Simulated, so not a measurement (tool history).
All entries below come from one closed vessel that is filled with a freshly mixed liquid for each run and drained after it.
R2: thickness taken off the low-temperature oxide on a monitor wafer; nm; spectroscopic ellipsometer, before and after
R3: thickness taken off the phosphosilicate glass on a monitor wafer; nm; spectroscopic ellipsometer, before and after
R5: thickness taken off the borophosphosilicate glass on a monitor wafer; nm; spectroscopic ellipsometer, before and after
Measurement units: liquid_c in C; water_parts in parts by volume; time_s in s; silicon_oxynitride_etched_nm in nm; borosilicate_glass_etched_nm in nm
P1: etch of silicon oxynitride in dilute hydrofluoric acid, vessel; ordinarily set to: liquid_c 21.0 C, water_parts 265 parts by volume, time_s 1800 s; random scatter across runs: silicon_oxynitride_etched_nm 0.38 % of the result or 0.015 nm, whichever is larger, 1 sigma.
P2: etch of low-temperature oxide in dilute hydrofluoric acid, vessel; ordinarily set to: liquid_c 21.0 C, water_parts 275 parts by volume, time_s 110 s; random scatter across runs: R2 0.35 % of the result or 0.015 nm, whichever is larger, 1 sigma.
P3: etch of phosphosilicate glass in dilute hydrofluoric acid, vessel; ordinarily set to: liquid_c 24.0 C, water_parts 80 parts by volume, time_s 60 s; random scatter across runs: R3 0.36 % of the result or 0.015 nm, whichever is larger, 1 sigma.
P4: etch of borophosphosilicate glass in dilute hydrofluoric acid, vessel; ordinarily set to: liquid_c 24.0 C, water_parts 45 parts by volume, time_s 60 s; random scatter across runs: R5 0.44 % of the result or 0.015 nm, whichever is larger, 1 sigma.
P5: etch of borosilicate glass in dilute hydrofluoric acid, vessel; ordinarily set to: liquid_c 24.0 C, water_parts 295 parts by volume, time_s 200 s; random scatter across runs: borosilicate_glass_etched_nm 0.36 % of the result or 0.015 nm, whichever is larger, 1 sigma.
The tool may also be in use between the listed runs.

Run 1, day 0.300: process P1, liquid_c 21.0 C, water_parts 265 parts by volume, time_s 1800 s. Result: silicon_oxynitride_etched_nm 14.5460 nm.
Run 2, day 0.625: process P1, liquid_c 17.0 C, water_parts 160 parts by volume, time_s 1800 s. Result: silicon_oxynitride_etched_nm 21.1570 nm.
Run 3, day 0.888: process P2, liquid_c 17.0 C, water_parts 275 parts by volume, time_s 110 s. Result: R2 8.7392 nm.
Run 4, day 1.075: process P1, liquid_c 21.0 C, water_parts 265 parts by volume, time_s 1800 s. Result: silicon_oxynitride_etched_nm 14.3550 nm.
Run 5, day 1.404: process P3, liquid_c 32.0 C, water_parts 80 parts by volume, time_s 60 s. Result: R3 108.870 nm.
At day 1.475: thermometer replaced.
Run 6, day 1.638: process P3, liquid_c 24.0 C, water_parts 80 parts by volume, time_s 30 s. Result: R3 40.005 nm.
Run 7, day 1.871: process P3, liquid_c 24.0 C, water_parts 20 parts by volume, time_s 60 s. Result: R3 344.990 nm.
Run 8, day 2.033: process P1, liquid_c 21.0 C, water_parts 265 parts by volume, time_s 2935 s. Result: silicon_oxynitride_etched_nm 23.4470 nm.
Run 9, day 2.292: process P1, liquid_c 21.0 C, water_parts 50 parts by volume, time_s 1800 s. Result: silicon_oxynitride_etched_nm 89.1680 nm.
Run 10, day 2.588: process P5, liquid_c 31.0 C, water_parts 295 parts by volume, time_s 200 s. Result: borosilicate_glass_etched_nm 20.452 nm.
Run 11, day 2.783: process P2, liquid_c 21.0 C, water_parts 70 parts by volume, time_s 110 s. Result: R2 49.0830 nm.
Run 12, day 3.079: process P2, liquid_c 21.0 C, water_parts 275 parts by volume, time_s 205 s. Result: R2 18.8860 nm.
Run 13, day 3.346: process P2, liquid_c 21.0 C, water_parts 275 parts by volume, time_s 110 s. Result: R2 10.1150 nm.
Run 14, day 3.596: process P3, liquid_c 24.0 C, water_parts 80 parts by volume, time_s 60 s. Result: R3 79.701 nm.
Run 15, day 3.758: process P1, liquid_c 21.0 C, water_parts 265 parts by volume, time_s 745 s. Result: silicon_oxynitride_etched_nm 5.9499 nm.
Run 16, day 3.950: process P5, liquid_c 24.0 C, water_parts 295 parts by volume, time_s 390 s. Result: borosilicate_glass_etched_nm 31.689 nm.
Run 17, day 4.108: process P5, liquid_c 24.0 C, water_parts 295 parts by volume, time_s 200 s. Result: borosilicate_glass_etched_nm 16.188 nm.
Run 18, day 4.388: process P1, liquid_c 21.0 C, water_parts 405 parts by volume, time_s 1800 s. Result: silicon_oxynitride_etched_nm 8.6542 nm.
Run 19, day 4.604: process P1, liquid_c 21.0 C, water_parts 265 parts by volume, time_s 1800 s. Result: silicon_oxynitride_etched_nm 14.4300 nm.
Run 20, day 4.792: process P4, liquid_c 24.0 C, water_parts 30 parts by volume, time_s 60 s. Result: R5 73.342 nm.
Run 21, day 5.033: process P1, liquid_c 21.0 C, water_parts 265 parts by volume, time_s 1800 s. Result: silicon_oxynitride_etched_nm 14.3770 nm.
Run 22, day 5.204: process P4, liquid_c 24.0 C, water_parts 45 parts by volume, time_s 90 s. Result: R5 71.066 nm.
Run 23, day 5.492: process P1, liquid_c 17.5 C, water_parts 265 parts by volume, time_s 850 s. Result: silicon_oxynitride_etched_nm 5.8320 nm.
Run 24, day 5.800: process P1, liquid_c 21.0 C, water_parts 265 parts by volume, time_s 1800 s. Result: silicon_oxynitride_etched_nm 14.4090 nm.
Run 25, day 6.100: process P4, liquid_c 24.0 C, water_parts 45 parts by volume, time_s 60 s. Result: R5 47.161 nm.
Run 26, day 6.450: process P5, liquid_c 24.0 C, water_parts 510 parts by volume, time_s 200 s. Result: borosilicate_glass_etched_nm 7.761 nm.
Run 27, day 6.650: process P1, liquid_c 17.0 C, water_parts 265 parts by volume, time_s 1800 s. Result: silicon_oxynitride_etched_nm 11.9830 nm.
Run 28, day 6.967: process P4, liquid_c 18.5 C, water_parts 45 parts by volume, time_s 60 s. Result: R5 37.853 nm.
Run 29, day 7.312: process P1, liquid_c 26.5 C, water_parts 265 parts by volume, time_s 1800 s. Result: silicon_oxynitride_etched_nm 18.2270 nm.
Run 30, day 7.654: process P1, liquid_c 21.0 C, water_parts 265 parts by volume, time_s 1800 s. Result: silicon_oxynitride_etched_nm 14.3790 nm.
Run 31, day 7.900: process P1, liquid_c 21.0 C, water_parts 265 parts by volume, time_s 1800 s. Result: silicon_oxynitride_etched_nm 14.8730 nm.
Run 32, day 8.138: process P1, liquid_c 21.0 C, water_parts 265 parts by volume, time_s 1800 s. Result: silicon_oxynitride_etched_nm 15.1920 nm.
Run 33, day 8.346: process P1, liquid_c 21.0 C, water_parts 265 parts by volume, time_s 1800 s. Result: silicon_oxynitride_etched_nm 15.3540 nm.
Run 34, day 8.521: process P1, liquid_c 21.0 C, water_parts 265 parts by volume, time_s 1800 s. Result: silicon_oxynitride_etched_nm 15.4400 nm.
Run 35, day 8.742: process P1, liquid_c 21.0 C, water_parts 265 parts by volume, time_s 1800 s. Result: silicon_oxynitride_etched_nm 15.5600 nm.
Run 36, day 9.046: process P1, liquid_c 21.0 C, water_parts 265 parts by volume, time_s 1800 s. Result: silicon_oxynitride_etched_nm 15.5510 nm.
Run 37, day 9.204: process P1, liquid_c 21.0 C, water_parts 265 parts by volume, time_s 1800 s. Result: silicon_oxynitride_etched_nm 15.4980 nm.

Run 38, settings as shown, results not yet in. Your forecast:
Run 38, day 9.562: process P1, liquid_c 21.0 C, water_parts 265 parts by volume, time_s 1800 s. Result: silicon_oxynitride_etched_nm ?.

Run 38 measured silicon_oxynitride_etched_nm 15.6620 nm.

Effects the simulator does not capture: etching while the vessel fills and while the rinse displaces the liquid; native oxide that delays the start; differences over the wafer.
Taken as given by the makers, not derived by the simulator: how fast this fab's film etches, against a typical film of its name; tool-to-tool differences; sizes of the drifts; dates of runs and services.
